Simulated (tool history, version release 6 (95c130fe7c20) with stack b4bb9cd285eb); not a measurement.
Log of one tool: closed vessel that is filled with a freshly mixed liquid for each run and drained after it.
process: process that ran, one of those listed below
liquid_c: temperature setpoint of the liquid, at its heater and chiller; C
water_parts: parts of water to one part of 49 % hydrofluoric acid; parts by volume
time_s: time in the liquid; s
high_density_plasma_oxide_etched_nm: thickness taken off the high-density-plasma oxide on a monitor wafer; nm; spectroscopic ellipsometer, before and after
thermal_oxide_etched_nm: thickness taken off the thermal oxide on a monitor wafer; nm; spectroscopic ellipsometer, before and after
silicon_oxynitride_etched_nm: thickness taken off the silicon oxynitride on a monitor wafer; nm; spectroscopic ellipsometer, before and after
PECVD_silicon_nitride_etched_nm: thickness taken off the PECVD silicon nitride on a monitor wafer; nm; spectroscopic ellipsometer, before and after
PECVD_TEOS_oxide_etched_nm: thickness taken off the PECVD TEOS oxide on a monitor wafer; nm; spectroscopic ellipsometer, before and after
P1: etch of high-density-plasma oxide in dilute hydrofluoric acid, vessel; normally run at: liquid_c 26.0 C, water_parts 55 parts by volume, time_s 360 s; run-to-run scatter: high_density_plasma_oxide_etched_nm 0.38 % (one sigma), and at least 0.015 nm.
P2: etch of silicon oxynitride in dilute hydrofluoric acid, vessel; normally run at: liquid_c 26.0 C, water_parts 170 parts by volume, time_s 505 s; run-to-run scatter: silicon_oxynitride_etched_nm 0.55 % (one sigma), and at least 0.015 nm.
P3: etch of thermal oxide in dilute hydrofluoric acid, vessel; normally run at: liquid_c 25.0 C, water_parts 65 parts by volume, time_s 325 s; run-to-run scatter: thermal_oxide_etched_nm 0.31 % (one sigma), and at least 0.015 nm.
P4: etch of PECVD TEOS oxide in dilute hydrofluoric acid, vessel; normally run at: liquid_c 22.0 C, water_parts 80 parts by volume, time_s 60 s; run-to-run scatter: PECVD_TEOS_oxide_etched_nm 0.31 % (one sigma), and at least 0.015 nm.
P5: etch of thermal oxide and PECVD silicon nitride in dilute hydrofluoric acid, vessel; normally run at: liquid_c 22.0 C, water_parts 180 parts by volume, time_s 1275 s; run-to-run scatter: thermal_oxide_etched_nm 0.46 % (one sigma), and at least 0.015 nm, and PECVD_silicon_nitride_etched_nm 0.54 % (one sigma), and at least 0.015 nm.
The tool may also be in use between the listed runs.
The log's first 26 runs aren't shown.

run     day  process  liquid_c  water_parts  time_s  hours since the thermometer was replaced  hours since the hydrofluoric acid flow meter was replaced  high_density_plasma_oxide_etched_nm  thermal_oxide_etched_nm  silicon_oxynitride_etched_nm  PECVD_silicon_nitride_etched_nm  PECVD_TEOS_oxide_etched_nm
 27  11.825       P3      21.0           65     325                                    1163.1                                                     1225.4                                                        22.960
 28  12.212       P4      22.0           80     105                                    1172.4                                                     1234.7                                                                                                                                                   35.259
 29  12.808       P3      25.0           65     145                                    1186.7                                                     1249.0                                                        12.079
 30  13.267       P4      22.0           80      60                                    1197.7                                                     1260.0                                                                                                                                                   20.233
 31  13.675       P2      22.0          170     505                                    1207.5                                                     1269.8                                                                                     4.47210
 32  14.050       P1      26.0           55     360                                    1216.5                                                     1278.8                              51.2430
 33  14.521       P2      26.0          170     505                                    1227.8                                                     1290.1                                                                                     5.31940
 34  14.879       P1      26.0           55     360                                    1236.4                                                     1298.7                              51.5930
 35  15.233       P1      26.0           55     360                                    1244.9                                                     1307.2                              52.8490
 36  15.800       P1      26.0           55     360                                    1258.5                                                     1320.8                              54.9940
 37  16.200       P1      26.0           55     360                                    1268.1                                                     1330.4                              55.6280
 38  16.562       P1      26.0           55     360                                    1276.8                                                     1339.1                              56.3180

The next listed run, before its measurement:
 39  17.121       P1      26.0           55     360                                    1290.2                                                     1352.5                                    ?

high_density_plasma_oxide_etched_nm: 55.6860 nm
